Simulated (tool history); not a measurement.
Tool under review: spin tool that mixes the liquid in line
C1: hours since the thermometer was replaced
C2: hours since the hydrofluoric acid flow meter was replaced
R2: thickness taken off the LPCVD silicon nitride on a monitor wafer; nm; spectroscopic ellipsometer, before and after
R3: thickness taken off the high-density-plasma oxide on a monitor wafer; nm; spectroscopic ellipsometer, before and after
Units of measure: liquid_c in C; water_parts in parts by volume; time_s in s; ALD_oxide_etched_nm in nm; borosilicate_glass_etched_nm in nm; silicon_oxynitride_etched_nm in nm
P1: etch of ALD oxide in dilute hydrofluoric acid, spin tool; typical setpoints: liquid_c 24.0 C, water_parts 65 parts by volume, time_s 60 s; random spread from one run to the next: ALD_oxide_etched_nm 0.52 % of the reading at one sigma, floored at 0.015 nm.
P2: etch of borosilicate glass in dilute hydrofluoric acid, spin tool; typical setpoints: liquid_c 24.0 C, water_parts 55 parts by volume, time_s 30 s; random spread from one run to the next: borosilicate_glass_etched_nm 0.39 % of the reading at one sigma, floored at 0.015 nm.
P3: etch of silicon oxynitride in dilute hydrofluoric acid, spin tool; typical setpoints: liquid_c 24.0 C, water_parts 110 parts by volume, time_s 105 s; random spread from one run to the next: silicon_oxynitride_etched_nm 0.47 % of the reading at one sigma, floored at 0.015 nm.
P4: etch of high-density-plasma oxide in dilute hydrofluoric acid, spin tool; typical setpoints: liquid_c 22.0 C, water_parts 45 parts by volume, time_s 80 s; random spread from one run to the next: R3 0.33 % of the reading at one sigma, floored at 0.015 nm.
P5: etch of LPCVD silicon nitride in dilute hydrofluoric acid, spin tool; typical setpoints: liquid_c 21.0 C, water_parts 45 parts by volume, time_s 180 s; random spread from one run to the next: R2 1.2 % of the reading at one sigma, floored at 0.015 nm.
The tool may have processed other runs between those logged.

Run 1, day 0.500: process P1, liquid_c 24.0 C, water_parts 65 parts by volume, time_s 60 s; C1 340.1; C2 476.6. Result: ALD_oxide_etched_nm 19.6490 nm.
Run 2, day 1.175: process P5, liquid_c 17.0 C, water_parts 45 parts by volume, time_s 180 s; C1 356.3; C2 492.8. Result: R2 1.3822 nm.
Run 3, day 1.817: process P5, liquid_c 21.0 C, water_parts 30 parts by volume, time_s 180 s; C1 371.7; C2 508.2. Result: R2 2.6267 nm.
Run 4, day 2.283: process P5, liquid_c 21.0 C, water_parts 45 parts by volume, time_s 180 s; C1 382.9; C2 519.4. Result: R2 1.8162 nm.
Run 5, day 2.892: process P4, liquid_c 22.0 C, water_parts 70 parts by volume, time_s 80 s; C1 397.5; C2 534.0. Result: R3 12.5040 nm.
Run 6, day 3.438: process P1, liquid_c 24.0 C, water_parts 65 parts by volume, time_s 60 s; C1 410.6; C2 547.1. Result: ALD_oxide_etched_nm 19.5790 nm.
Run 7, day 4.108: process P1, liquid_c 24.0 C, water_parts 65 parts by volume, time_s 60 s; C1 426.7; C2 563.2. Result: ALD_oxide_etched_nm 19.6370 nm.
Run 8, day 4.825: process P1, liquid_c 24.0 C, water_parts 100 parts by volume, time_s 60 s; C1 443.9; C2 580.4. Result: ALD_oxide_etched_nm 12.0510 nm.
Run 9, day 5.296: process P5, liquid_c 21.0 C, water_parts 45 parts by volume, time_s 315 s; C1 455.2; C2 591.7. Result: R2 3.0587 nm.
Run 10, day 5.796: process P2, liquid_c 32.0 C, water_parts 55 parts by volume, time_s 30 s; C1 467.2; C2 603.7. Result: borosilicate_glass_etched_nm 21.5750 nm.
Run 11, day 6.425: process P4, liquid_c 22.0 C, water_parts 45 parts by volume, time_s 80 s; C1 482.3; C2 618.8. Result: R3 20.1450 nm.
At day 6.946: hydrofluoric acid flow meter replaced.
Run 12, day 7.188: process P3, liquid_c 24.0 C, water_parts 110 parts by volume, time_s 175 s; C1 500.6; C2 5.8. Result: silicon_oxynitride_etched_nm 7.2804 nm.
Run 13, day 7.929: process P4, liquid_c 29.5 C, water_parts 45 parts by volume, time_s 80 s; C1 518.4; C2 23.6. Result: R3 27.3770 nm.
Run 14, day 8.612: process P1, liquid_c 24.0 C, water_parts 65 parts by volume, time_s 15 s; C1 534.8; C2 40.0. Result: ALD_oxide_etched_nm 4.9267 nm.
Run 15, day 9.288: process P2, liquid_c 24.0 C, water_parts 90 parts by volume, time_s 30 s; C1 551.0; C2 56.2. Result: borosilicate_glass_etched_nm 9.2297 nm.
Run 16, day 9.929: process P1, liquid_c 24.0 C, water_parts 65 parts by volume, time_s 95 s; C1 566.4; C2 71.6. Result: ALD_oxide_etched_nm 31.2480 nm.
Run 17, day 10.612: process P1, liquid_c 24.0 C, water_parts 65 parts by volume, time_s 60 s; C1 582.8; C2 88.0. Result: ALD_oxide_etched_nm 19.4640 nm.
Run 18, day 11.333: process P1, liquid_c 24.0 C, water_parts 65 parts by volume, time_s 60 s; C1 600.1; C2 105.3. Result: ALD_oxide_etched_nm 19.4230 nm.
Run 19, day 11.904: process P2, liquid_c 24.0 C, water_parts 55 parts by volume, time_s 55 s; C1 613.8; C2 119.0. Result: borosilicate_glass_etched_nm 28.9970 nm.
Run 20, day 12.638: process P3, liquid_c 24.0 C, water_parts 110 parts by volume, time_s 105 s; C1 631.4; C2 136.6. Result: silicon_oxynitride_etched_nm 4.3335 nm.
Run 21, day 13.038: process P1, liquid_c 24.0 C, water_parts 95 parts by volume, time_s 100 s; C1 641.0; C2 146.2. Result: ALD_oxide_etched_nm 21.3880 nm.
Run 22, day 13.504: process P3, liquid_c 24.0 C, water_parts 180 parts by volume, time_s 105 s; C1 652.2; C2 157.4. Result: silicon_oxynitride_etched_nm 2.4861 nm.
Run 23, day 14.088: process P1, liquid_c 24.0 C, water_parts 35 parts by volume, time_s 60 s; C1 666.2; C2 171.4. Result: ALD_oxide_etched_nm 37.9200 nm.
Run 24, day 14.838: process P2, liquid_c 24.0 C, water_parts 55 parts by volume, time_s 30 s; C1 684.2; C2 189.4. Result: borosilicate_glass_etched_nm 15.7850 nm.
Run 25, day 15.533: process P3, liquid_c 24.0 C, water_parts 110 parts by volume, time_s 105 s; C1 700.9; C2 206.1. Result: silicon_oxynitride_etched_nm 4.3889 nm.
Run 26, day 16.308: process P4, liquid_c 22.0 C, water_parts 45 parts by volume, time_s 15 s; C1 719.5; C2 224.7. Result: R3 3.7442 nm.
Run 27, day 17.004: process P3, liquid_c 28.0 C, water_parts 110 parts by volume, time_s 105 s; C1 736.2; C2 241.4. Result: silicon_oxynitride_etched_nm 5.2508 nm.
Run 28, day 17.379: process P1, liquid_c 30.0 C, water_parts 65 parts by volume, time_s 60 s; C1 745.2; C2 250.4. Result: ALD_oxide_etched_nm 24.9370 nm.
Run 29, day 17.954: process P1, liquid_c 19.0 C, water_parts 65 parts by volume, time_s 60 s; C1 759.0; C2 264.2. Result: ALD_oxide_etched_nm 16.0510 nm.
Run 30, day 18.338: process P1, liquid_c 24.0 C, water_parts 65 parts by volume, time_s 60 s; C1 768.2; C2 273.4. Result: ALD_oxide_etched_nm 19.5230 nm.
Run 31, day 19.021: process P1, liquid_c 24.0 C, water_parts 65 parts by volume, time_s 60 s; C1 784.6; C2 289.8. Result: ALD_oxide_etched_nm 20.2630 nm.
Run 32, day 19.388: process P1, liquid_c 24.0 C, water_parts 65 parts by volume, time_s 60 s; C1 793.4; C2 298.6. Result: ALD_oxide_etched_nm 20.9450 nm.
Run 33, day 20.000: process P1, liquid_c 24.0 C, water_parts 65 parts by volume, time_s 60 s; C1 808.1; C2 313.3. Result: ALD_oxide_etched_nm 21.1080 nm.
Run 34, day 20.571: process P1, liquid_c 24.0 C, water_parts 65 parts by volume, time_s 60 s; C1 821.8; C2 327.0. Result: ALD_oxide_etched_nm 21.0590 nm.
Run 35, day 21.242: process P1, liquid_c 24.0 C, water_parts 65 parts by volume, time_s 60 s; C1 837.9; C2 343.1. Result: ALD_oxide_etched_nm 21.0200 nm.
Run 36, day 21.671: process P1, liquid_c 24.0 C, water_parts 65 parts by volume, time_s 60 s; C1 848.2; C2 353.4. Result: ALD_oxide_etched_nm 20.8580 nm.

P1 no longer gives what it gave before; its output has crept away from where it was. The following 2 causes, each at its listed size, fit the log equally well:
A: hydrofluoric acid flow above the setpoint (%) = 7.32
B: liquid hotter than its thermometer reads (K) = 1.9
The gradual shift began around day 18.338.

Which of the 4 check runs listed below, each an average over 3 wafers with its results shown as question marks, gives clearly different results under the different listed causes?
Run check 1, day 22.100: process P5, liquid_c 21.0 C, water_parts 45 parts by volume, time_s 280 s. Result: R2 ?.
Run check 2, day 22.100: process P4, liquid_c 27.0 C, water_parts 45 parts by volume, time_s 80 s. Result: R3 ?.
Run check 3, day 22.100: process P3, liquid_c 27.0 C, water_parts 170 parts by volume, time_s 105 s. Result: silicon_oxynitride_etched_nm ?.
Run check 4, day 22.100: process P2, liquid_c 27.5 C, water_parts 70 parts by volume, time_s 30 s. Result: borosilicate_glass_etched_nm ?.

Predicted outcomes, by check and by cause:
  check                        result     if A     if B
check 1                            R2   2.9770   3.1666
check 2                            R3  26.6220  26.6490
check 3  silicon_oxynitride_etched_nm   3.3233   3.3306
check 4  borosilicate_glass_etched_nm  15.1230  15.0760
Distance between the nearest two causes, measured in the result of the check that separates them most: check 1 6.17 %; check 2 0.1 %; check 3 0.22 %; check 4 0.31 %
The other checks would show nearly matching results whichever cause is true, so check 1 is the only one that separates the causes.

Here is what check 1 returned: R2 2.9762 nm. Which cause is it?

The cause is A: hydrofluoric acid flow above the setpoint (%).

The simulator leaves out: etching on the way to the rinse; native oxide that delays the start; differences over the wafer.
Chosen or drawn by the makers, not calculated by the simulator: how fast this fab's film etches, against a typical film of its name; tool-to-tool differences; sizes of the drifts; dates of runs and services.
